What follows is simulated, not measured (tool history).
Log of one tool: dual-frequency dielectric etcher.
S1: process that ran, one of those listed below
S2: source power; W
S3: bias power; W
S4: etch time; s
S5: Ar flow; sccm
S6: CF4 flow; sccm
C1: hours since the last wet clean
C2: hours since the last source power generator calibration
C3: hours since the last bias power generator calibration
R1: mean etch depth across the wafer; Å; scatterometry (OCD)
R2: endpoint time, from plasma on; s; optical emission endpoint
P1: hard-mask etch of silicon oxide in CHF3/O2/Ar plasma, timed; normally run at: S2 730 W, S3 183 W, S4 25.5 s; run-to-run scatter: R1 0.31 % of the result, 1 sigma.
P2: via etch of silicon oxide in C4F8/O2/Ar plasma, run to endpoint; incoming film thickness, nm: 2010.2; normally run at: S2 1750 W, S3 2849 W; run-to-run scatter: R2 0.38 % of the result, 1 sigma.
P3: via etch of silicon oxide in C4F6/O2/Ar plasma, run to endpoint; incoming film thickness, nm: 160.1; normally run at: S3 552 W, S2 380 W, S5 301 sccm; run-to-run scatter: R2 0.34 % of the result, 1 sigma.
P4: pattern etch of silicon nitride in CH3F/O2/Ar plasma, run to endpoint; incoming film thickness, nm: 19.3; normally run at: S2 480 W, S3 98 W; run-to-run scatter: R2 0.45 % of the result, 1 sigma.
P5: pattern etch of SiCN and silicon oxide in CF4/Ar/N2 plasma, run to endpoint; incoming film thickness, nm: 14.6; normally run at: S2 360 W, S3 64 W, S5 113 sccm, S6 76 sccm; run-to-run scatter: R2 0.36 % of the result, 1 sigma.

Run 1, day 0.204: S1 P1, S2 730 W, S3 183 W, S4 25.5 s; C1 179.3; C2 952.2; C3 313.0. Result: R1 532.66 Å.
Run 2, day 0.379: S1 P4, S2 480 W, S3 72 W; C1 183.5; C2 956.4; C3 317.2. Result: R2 26.398 s.
Run 3, day 0.558: S1 P1, S2 730 W, S3 183 W, S4 25.5 s; C1 187.8; C2 960.7; C3 321.5. Result: R1 538.37 Å.
Run 4, day 0.767: S1 P4, S2 480 W, S3 98 W; C1 192.8; C2 965.7; C3 326.5. Result: R2 23.789 s.
Run 5, day 1.062: S1 P1, S2 730 W, S3 127 W, S4 25.5 s; C1 199.9; C2 972.8; C3 333.6. Result: R1 480.95 Å.
Run 6, day 1.362: S1 P1, S2 890 W, S3 183 W, S4 25.5 s; C1 207.1; C2 980.0; C3 340.8. Result: R1 578.99 Å.
Run 7, day 1.692: S1 P1, S2 730 W, S3 183 W, S4 25.5 s; C1 215.0; C2 987.9; C3 348.7. Result: R1 537.90 Å.
Run 8, day 1.842: S1 P5, S2 250 W, S3 64 W, S5 113 sccm, S6 76 sccm; C1 218.6; C2 991.5; C3 352.3. Result: R2 30.594 s.
Run 9, day 2.021: S1 P1, S2 730 W, S3 215 W, S4 20.0 s; C1 222.9; C2 995.8; C3 356.6. Result: R1 444.10 Å.
Run 10, day 2.283: S1 P1, S2 480 W, S3 183 W, S4 33.0 s; C1 229.2; C2 1002.1; C3 362.9. Result: R1 591.06 Å.
Run 11, day 2.433: S1 P2, S2 1750 W, S3 2849 W; C1 232.8; C2 1005.7; C3 366.5. Result: R2 373.790 s.
Run 12, day 2.692: S1 P2, S2 1750 W, S3 1871 W; C1 239.0; C2 1011.9; C3 372.7. Result: R2 424.910 s.
Run 13, day 2.908: S1 P1, S2 730 W, S3 183 W, S4 25.5 s; C1 244.2; C2 1017.1; C3 377.9. Result: R1 535.85 Å.
Run 14, day 3.092: S1 P5, S2 360 W, S3 64 W, S5 92 sccm, S6 76 sccm; C1 248.6; C2 1021.5; C3 382.3. Result: R2 21.598 s.
Run 15, day 3.258: S1 P5, S2 360 W, S3 64 W, S5 113 sccm, S6 106 sccm; C1 252.6; C2 1025.5; C3 386.3. Result: R2 21.148 s.
Run 16, day 3.538: S1 P2, S2 2390 W, S3 2849 W; C1 259.3; C2 1032.2; C3 393.0. Result: R2 331.760 s.
Run 17, day 3.750: S1 P1, S2 730 W, S3 183 W, S4 17.5 s; C1 264.4; C2 1037.3; C3 398.1. Result: R1 367.03 Å.
Run 18, day 3.933: S1 P3, S2 380 W, S3 552 W, S5 385 sccm; C1 268.8; C2 1041.7; C3 402.5. Result: R2 35.452 s.
Run 19, day 4.075: S1 P1, S2 730 W, S3 249 W, S4 25.5 s; C1 272.2; C2 1045.1; C3 405.9. Result: R1 596.65 Å.
Run 20, day 4.325: S1 P1, S2 490 W, S3 183 W, S4 25.5 s; C1 278.2; C2 1051.1; C3 411.9. Result: R1 463.22 Å.
Run 21, day 4.496: S1 P5, S2 360 W, S3 64 W, S5 113 sccm, S6 76 sccm; C1 282.3; C2 1055.2; C3 416.0. Result: R2 22.226 s.
Run 22, day 4.650: S1 P3, S2 380 W, S3 329 W, S5 301 sccm; C1 286.0; C2 1058.9; C3 419.7. Result: R2 41.717 s.
At day 4.758: source power generator calibrated.
Run 23, day 4.825: S1 P3, S2 380 W, S3 552 W, S5 301 sccm; C1 290.2; C2 1.6; C3 423.9. Result: R2 34.723 s.
Run 24, day 4.971: S1 P1, S2 730 W, S3 183 W, S4 25.5 s; C1 293.7; C2 5.1; C3 427.4. Result: R1 540.41 Å.
Run 25, day 5.200: S1 P5, S2 360 W, S3 64 W, S5 113 sccm, S6 76 sccm; C1 299.2; C2 10.6; C3 432.9. Result: R2 22.259 s.
Run 26, day 5.396: S1 P1, S2 730 W, S3 183 W, S4 25.5 s; C1 303.9; C2 15.3; C3 437.6. Result: R1 537.78 Å.
Run 27, day 5.629: S1 P1, S2 730 W, S3 183 W, S4 35.5 s; C1 309.5; C2 20.9; C3 443.2. Result: R1 752.17 Å.
Run 28, day 5.838: S1 P3, S2 540 W, S3 552 W, S5 301 sccm; C1 314.5; C2 25.9; C3 448.2. Result: R2 30.182 s.
Run 29, day 6.096: S1 P2, S2 1750 W, S3 2849 W; C1 320.7; C2 32.1; C3 454.4. Result: R2 371.900 s.
Run 30, day 6.238: S1 P4, S2 480 W, S3 98 W; C1 324.1; C2 35.5; C3 457.8. Result: R2 23.825 s.
Run 31, day 6.483: S1 P1, S2 730 W, S3 183 W, S4 25.5 s; C1 330.0; C2 41.4; C3 463.7. Result: R1 537.31 Å.
Run 32, day 6.671: S1 P5, S2 360 W, S3 81 W, S5 113 sccm, S6 76 sccm; C1 334.5; C2 45.9; C3 468.2. Result: R2 20.620 s.
Run 33, day 6.921: S1 P4, S2 310 W, S3 98 W; C1 340.5; C2 51.9; C3 474.2. Result: R2 27.964 s.

Forecast run 34:
Run 34, day 7.200: S1 P1, S2 730 W, S3 183 W, S4 25.5 s; C1 347.2; C2 58.6; C3 480.9. Result: R1 ?.

Run 34 gave R1 541.62 Å.
